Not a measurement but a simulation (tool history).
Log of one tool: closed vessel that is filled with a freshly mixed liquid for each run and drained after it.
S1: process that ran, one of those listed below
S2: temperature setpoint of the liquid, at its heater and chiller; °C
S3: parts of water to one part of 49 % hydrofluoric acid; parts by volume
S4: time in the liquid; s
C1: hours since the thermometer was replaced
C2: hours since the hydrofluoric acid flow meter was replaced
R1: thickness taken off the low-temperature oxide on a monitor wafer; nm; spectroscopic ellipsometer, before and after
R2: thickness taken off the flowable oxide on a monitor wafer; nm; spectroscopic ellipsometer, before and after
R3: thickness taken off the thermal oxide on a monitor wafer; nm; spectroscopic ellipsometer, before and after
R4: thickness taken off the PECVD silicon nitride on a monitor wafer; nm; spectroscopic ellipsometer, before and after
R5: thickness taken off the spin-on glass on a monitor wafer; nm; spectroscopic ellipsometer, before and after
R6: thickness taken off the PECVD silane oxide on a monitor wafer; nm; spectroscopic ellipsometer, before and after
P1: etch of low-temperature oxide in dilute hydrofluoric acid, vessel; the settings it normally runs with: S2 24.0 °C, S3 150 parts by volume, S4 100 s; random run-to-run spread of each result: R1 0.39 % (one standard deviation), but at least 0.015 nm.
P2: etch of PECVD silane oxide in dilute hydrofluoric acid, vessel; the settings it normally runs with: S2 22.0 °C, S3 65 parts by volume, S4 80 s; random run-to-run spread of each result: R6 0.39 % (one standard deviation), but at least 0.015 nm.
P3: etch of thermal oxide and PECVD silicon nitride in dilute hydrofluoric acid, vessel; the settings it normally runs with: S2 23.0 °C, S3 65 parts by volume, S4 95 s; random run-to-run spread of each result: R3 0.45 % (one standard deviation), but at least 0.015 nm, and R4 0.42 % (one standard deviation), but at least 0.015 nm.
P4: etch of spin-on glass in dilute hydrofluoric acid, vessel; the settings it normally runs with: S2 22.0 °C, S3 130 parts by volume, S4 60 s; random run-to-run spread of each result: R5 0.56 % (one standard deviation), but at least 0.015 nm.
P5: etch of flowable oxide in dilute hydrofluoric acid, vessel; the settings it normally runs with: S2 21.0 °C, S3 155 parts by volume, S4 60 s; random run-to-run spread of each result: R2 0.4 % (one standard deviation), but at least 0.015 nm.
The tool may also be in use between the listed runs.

run 1 day=0.525 | S1=P1 S2=24.0 S3=150 S4=100 | C1=1409.3 C2=421.9 | R1=15.2230
run 2 day=0.979 | S1=P5 S2=21.0 S3=45 S4=60 | C1=1420.2 C2=432.8 | R2=55.989
run 3 day=1.308 | S1=P5 S2=21.0 S3=155 S4=100 | C1=1428.1 C2=440.7 | R2=23.889
run 4 day=1.958 | S1=P3 S2=31.0 S3=65 S4=95 | C1=1443.7 C2=456.3 | R3=9.3496 R4=7.7235
run 5 day=2.354 | S1=P1 S2=24.0 S3=150 S4=100 | C1=1453.2 C2=465.8 | R1=15.1620
run 6 day=2.983 | S1=P3 S2=23.0 S3=115 S4=95 | C1=1468.3 C2=480.9 | R3=3.6882 R4=2.6263
run 7 day=3.458 | S1=P4 S2=22.0 S3=130 S4=60 | C1=1479.7 C2=492.3 | R5=10.4880
run 8 day=3.954 | S1=P1 S2=24.0 S3=150 S4=145 | C1=1491.6 C2=504.2 | R1=22.0880
run 9 day=4.458 | S1=P2 S2=29.0 S3=65 S4=80 | C1=1503.7 C2=516.3 | R6=32.522
run 10 day=5.004 | S1=P4 S2=22.0 S3=235 S4=60 | C1=1516.8 C2=529.4 | R5=5.2257
run 11 day=5.354 | S1=P1 S2=24.0 S3=150 S4=100 | C1=1525.2 C2=537.8 | R1=15.2160
run 12 day=5.712 | S1=P1 S2=24.0 S3=30 S4=100 | C1=1533.8 C2=546.4 | R1=88.2890
run 13 day=6.067 | S1=P4 S2=22.0 S3=130 S4=60 | C1=1542.3 C2=554.9 | R5=10.5540
run 14 day=6.538 | S1=P1 S2=24.0 S3=150 S4=100 | C1=1553.6 C2=566.2 | R1=15.2530
run 15 day=7.154 | S1=P4 S2=26.5 S3=130 S4=60 | C1=1568.4 C2=581.0 | R5=12.4960
run 16 day=7.800 | S1=P5 S2=27.5 S3=155 S4=60 | C1=1583.9 C2=596.5 | R2=18.278
run 17 day=8.383 | S1=P1 S2=24.0 S3=150 S4=30 | C1=1597.9 C2=610.5 | R1=4.6014
run 18 day=8.800 | S1=P2 S2=22.0 S3=65 S4=155 | C1=1607.9 C2=620.5 | R6=47.505
run 19 day=9.125 | S1=P1 S2=24.0 S3=150 S4=100 | C1=1615.7 C2=628.3 | R1=15.2920
run 20 day=9.425 | S1=P5 S2=21.0 S3=155 S4=60 | C1=1622.9 C2=635.5 | R2=14.283
run 21 day=10.017 | S1=P5 S2=21.0 S3=155 S4=60 | C1=1637.1 C2=649.7 | R2=14.241
run 22 day=10.317 | S1=P2 S2=22.0 S3=100 S4=80 | C1=1644.3 C2=656.9 | R6=15.258
run 23 day=10.838 | S1=P2 S2=22.0 S3=65 S4=80 | C1=1656.8 C2=669.4 | R6=24.386
run 24 day=11.162 | S1=P1 S2=24.0 S3=150 S4=100 | C1=1664.6 C2=677.2 | R1=15.3270
run 25 day=11.650 | S1=P1 S2=17.5 S3=150 S4=175 | C1=1676.3 C2=688.9 | R1=20.7210
run 26 day=12.054 | S1=P1 S2=24.0 S3=55 S4=30 | C1=1686.0 C2=698.6 | R1=14.0450
run 27 day=12.446 | S1=P1 S2=24.0 S3=150 S4=100 | C1=1695.4 C2=708.0 | R1=15.1920
run 28 day=12.838 | S1=P1 S2=24.0 S3=220 S4=100 | C1=1704.8 C2=717.4 | R1=9.7289
run 29 day=13.396 | S1=P1 S2=32.0 S3=150 S4=100 | C1=1718.2 C2=730.8 | R1=20.5540
run 30 day=13.938 | S1=P1 S2=18.0 S3=150 S4=100 | C1=1731.2 C2=743.8 | R1=12.0680
run 31 day=14.588 | S1=P3 S2=23.0 S3=65 S4=30 | C1=1746.8 C2=759.4 | R3=2.1360 R4=1.4792
run 32 day=14.912 | S1=P3 S2=23.0 S3=65 S4=95 | C1=1754.6 C2=767.2 | R3=6.8570 R4=4.6179
run 33 day=15.308 | S1=P4 S2=22.0 S3=130 S4=110 | C1=1764.1 C2=776.7 | R5=19.3890
run 34 day=15.933 | S1=P1 S2=24.0 S3=150 S4=100 | C1=1779.1 C2=791.7 | R1=15.2100
run 35 day=16.371 | S1=P1 S2=24.0 S3=150 S4=100 | C1=1789.6 C2=802.2 | R1=14.7050
run 36 day=16.854 | S1=P1 S2=24.0 S3=150 S4=100 | C1=1801.2 C2=813.8 | R1=14.4560
run 37 day=17.438 | S1=P1 S2=24.0 S3=150 S4=100 | C1=1815.2 C2=827.8 | R1=14.3750
run 38 day=17.838 | S1=P1 S2=24.0 S3=150 S4=100 | C1=1824.8 C2=837.4 | R1=14.3950
run 39 day=18.200 | S1=P1 S2=24.0 S3=150 S4=100 | C1=1833.5 C2=846.1 | R1=14.2310
run 40 day=18.529 | S1=P1 S2=24.0 S3=150 S4=100 | C1=1841.4 C2=854.0 | R1=14.2700
run 41 day=18.921 | S1=P1 S2=24.0 S3=150 S4=100 | C1=1850.8 C2=863.4 | R1=14.1740

The output of P1 has drifted from where it used to be. Each of the 2 causes below, taken at the size shown beside it, accounts for the log equally well:
A: hydrofluoric acid flow below the setpoint (%) = 5.78
B: liquid colder than its thermometer reads (K) = 1.82
The gradual shift began around day 15.933.

Which of the 4 check runs listed below separates the causes, so that each cause would produce a clearly different result? Each run uses one wafer, and its results are marked with question marks.
run check 1 day=19.312 | S1=P3 S2=30.0 S3=65 S4=30 | R3=? R4=?
run check 2 day=19.312 | S1=P5 S2=21.0 S3=95 S4=95 | R2=?
run check 3 day=19.312 | S1=P4 S2=22.0 S3=130 S4=95 | R5=?
run check 4 day=19.312 | S1=P2 S2=22.0 S3=95 S4=80 | R6=?

If the cause were each of the candidates in turn, the checks would give the following:
check=check_1 result=R3 if_A=2.6917 if_B=2.6771
check=check_1 result=R4 if_A=2.1776 if_B=2.0552
check=check_2 result=R2 if_A=36.978 if_B=36.658
check=check_3 result=R5 if_A=15.5480 if_B=15.4830
check=check_4 result=R6 if_A=15.099 if_B=14.981
Per check, the gap between the least separated pair of causes, taken in the result that splits them most: check 1 5.78 %; check 2 0.87 %; check 3 0.42 %; check 4 0.79 %
Check 1 tells the causes apart: in the others they would give nearly the same result.

Check 1 has now been run. It gave: R3 2.7061 nm; R4 2.1896 nm. Which of the candidate causes is it?

A is the cause: hydrofluoric acid flow below the setpoint (%).
